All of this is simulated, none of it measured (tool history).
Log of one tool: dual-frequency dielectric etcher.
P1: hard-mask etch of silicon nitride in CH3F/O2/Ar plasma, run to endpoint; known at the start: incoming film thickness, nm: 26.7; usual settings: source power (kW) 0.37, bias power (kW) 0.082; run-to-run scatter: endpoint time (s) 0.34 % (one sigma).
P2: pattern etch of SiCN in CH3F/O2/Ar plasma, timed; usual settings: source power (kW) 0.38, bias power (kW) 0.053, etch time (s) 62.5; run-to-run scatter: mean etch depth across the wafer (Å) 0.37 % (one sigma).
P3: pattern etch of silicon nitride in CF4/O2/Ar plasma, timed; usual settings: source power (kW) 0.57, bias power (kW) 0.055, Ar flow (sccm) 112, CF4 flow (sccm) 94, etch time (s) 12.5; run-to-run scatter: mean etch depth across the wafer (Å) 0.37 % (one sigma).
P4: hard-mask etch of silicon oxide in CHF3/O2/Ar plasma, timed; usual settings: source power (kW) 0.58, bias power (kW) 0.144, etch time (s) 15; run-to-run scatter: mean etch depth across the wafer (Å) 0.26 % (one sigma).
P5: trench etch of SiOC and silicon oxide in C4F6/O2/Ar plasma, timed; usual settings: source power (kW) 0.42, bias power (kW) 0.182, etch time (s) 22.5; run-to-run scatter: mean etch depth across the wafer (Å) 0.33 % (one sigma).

run   hour  process that ran  source power (kW)  bias power (kW)  Ar flow (sccm)  CF4 flow (sccm)  etch time (s)  hours since the last wet clean  hours since the last source power generator calibration  hours since the last bias power generator calibration  endpoint time (s)  mean etch depth across the wafer (Å)
  1   15.6                P1               0.37            0.082                                                                           257.7                                                   3174.7                                                 3192.8             38.155
  2   33.2                P1               0.37            0.082                                                                           275.3                                                   3192.3                                                 3210.4             38.288
  3   47.3                P1               0.29            0.082                                                                           289.4                                                   3206.4                                                 3224.5             42.108
  4   65.8                P3               0.57            0.055             148               94           12.5                           307.9                                                   3224.9                                                   3243                                                   253.53
  5   81.6                P2               0.38            0.053                                            62.5                           323.7                                                   3240.7                                                 3258.8                                                   206.15
  6   92.6                P5               0.55            0.182                                            22.5                           334.7                                                   3251.7                                                 3269.8                                                   505.36
  7  105.4                P1               0.31            0.052                                                                           347.5                                                   3264.5                                                 3282.6             47.648
  8  115.1                P1               0.37            0.082                                                                           357.2                                                   3274.2                                                 3292.3             38.332
  9  123.7                P1               0.37            0.048                                                                           365.8                                                   3282.8                                                 3300.9             45.789
 10  138.2                P3               0.57            0.078             112               94           12.5                           380.3                                                   3297.3                                                 3315.4                                                   304.26
 11  152.1                P1               0.37            0.082                                                                           394.2                                                   3311.2                                                 3329.3              38.28
 12  167.6                P5               0.42            0.236                                            22.5                           409.7                                                   3326.7                                                 3344.8                                                   494.57
     170.1  -- source power generator calibrated
 13  183.7                P5               0.42            0.182                                            22.5                           425.8                                                     13.6                                                 3360.9                                                   453.41
 14  201.2                P3               0.57            0.055             112               94           12.5                           443.3                                                     31.1                                                 3378.4                                                   264.07
 15  213.4                P1               0.37            0.082                                                                           455.5                                                     43.3                                                 3390.6             38.336
 16  225.5                P3               0.57            0.055             112               94           15.5                           467.6                                                     55.4                                                 3402.7                                                   328.15
 17  238.9                P2               0.52            0.053                                            62.5                             481                                                     68.8                                                 3416.1                                                   231.83
 18  251.9                P1               0.29            0.051                                                                             494                                                     81.8                                                 3429.1             49.471
 19  267.7                P1               0.49            0.082                                                                           509.8                                                     97.6                                                 3444.9             34.444
 20  285.2                P2               0.38            0.034                                            62.5                           527.3                                                    115.1                                                 3462.4                                                   179.28
 21  295.4                P3               0.74            0.055             112               94           12.5                           537.5                                                    125.3                                                 3472.6                                                   331.56
 22  308.7                P1               0.37            0.082                                                                           550.8                                                    138.6                                                 3485.9              38.05
 23  322.8                P2               0.38            0.053                                              78                           564.9                                                    152.7                                                   3500                                                   257.46
 24  334.6                P4               0.58             0.18                                              15                           576.7                                                    164.5                                                 3511.8                                                   294.02
 25  348.7                P4               0.37            0.144                                              15                           590.8                                                    178.6                                                 3525.9                                                   229.39
 26  363.8                P4               0.58            0.144                                              22                           605.9                                                    193.7                                                   3541                                                   399.89
 27    379                P1               0.37            0.082                                                                           621.1                                                    208.9                                                 3556.2             38.246
 28  397.5                P1               0.26            0.054                                                                           639.6                                                    227.4                                                 3574.7             50.581
 29  406.8                P3               0.57            0.055             112               63           12.5                           648.9                                                    236.7                                                   3584                                                   250.13
 30    424                P5               0.42            0.182                                            16.5                           666.1                                                    253.9                                                 3601.2                                                   333.43
 31  439.3                P1               0.37            0.114                                                                           681.4                                                    269.2                                                 3616.5             33.945
 32  449.9                P4               0.58            0.144                                              15                             692                                                    279.8                                                 3627.1                                                    274.2
 33  463.6                P1               0.37            0.082                                                                           705.7                                                    293.5                                                 3640.8             38.268
 34  473.7                P1               0.37            0.082                                                                           715.8                                                    303.6                                                 3650.9             37.977
 35  489.8                P1               0.37            0.082                                                                           731.9                                                    319.7                                                   3667             37.964
 36  500.8                P1               0.37            0.082                                                                           742.9                                                    330.7                                                   3678              37.99
 37  517.5                P1               0.37            0.082                                                                           759.6                                                    347.4                                                 3694.7             37.987
 38    534                P1               0.37            0.082                                                                           776.1                                                    363.9                                                 3711.2             37.974
     541.2  -- wet clean of the chamber
 39  546.3                P1               0.37            0.082                                                                             5.1                                                    376.2                                                 3723.5             37.645
 40  561.1                P1               0.37            0.082                                                                            19.9                                                      391                                                 3738.3             37.744
 41  577.8                P1               0.37            0.082                                                                            36.6                                                    407.7                                                   3755             37.911

What P1 gives has crept away from where it was. These 2 causes fit the log equally well, each at the size given:
A: bias power that arrives over what is set, % = 4.86
B: source power that arrives over what is set, % = 4.6
The creep began at about hour 463.6.
Why every other cause is out:
chamber walls in a state that raises the etch rate, %: serviced at hour 541.2, which brought nothing back

4 check runs are offered, each on 2 wafers whose results are averaged, their results left as question marks. Which one tells the causes apart?
check 1  594.5                P3               0.57            0.055             112               94           12.5                                                                                                                                                                                                        ?
check 2  594.5                P5               0.42            0.182                                            22.5                                                                                                                                                                                                        ?
check 3  594.5                P2               0.38            0.053                                            62.5                                                                                                                                                                                                        ?
check 4  594.5                P4               0.58            0.144                                              15                                                                                                                                                                                                        ?

What each check would give under each cause:
  check                                result    if A    if B
check 1  mean etch depth across the wafer (Å)  268.88  274.48
check 2  mean etch depth across the wafer (Å)  461.22  462.34
check 3  mean etch depth across the wafer (Å)  209.14  209.46
check 4  mean etch depth across the wafer (Å)  277.42     278
How far apart the two closest causes lie, in the result that separates them most: check 1 2.06 %; check 2 0.24 %; check 3 0.15 %; check 4 0.21 %
Only check 1 tells the causes apart: in the others they would give nearly the same result.

Then check 1 was run and gave: mean etch depth across the wafer (Å) 274.25. Which cause is it?

It is B: source power that arrives over what is set, %.

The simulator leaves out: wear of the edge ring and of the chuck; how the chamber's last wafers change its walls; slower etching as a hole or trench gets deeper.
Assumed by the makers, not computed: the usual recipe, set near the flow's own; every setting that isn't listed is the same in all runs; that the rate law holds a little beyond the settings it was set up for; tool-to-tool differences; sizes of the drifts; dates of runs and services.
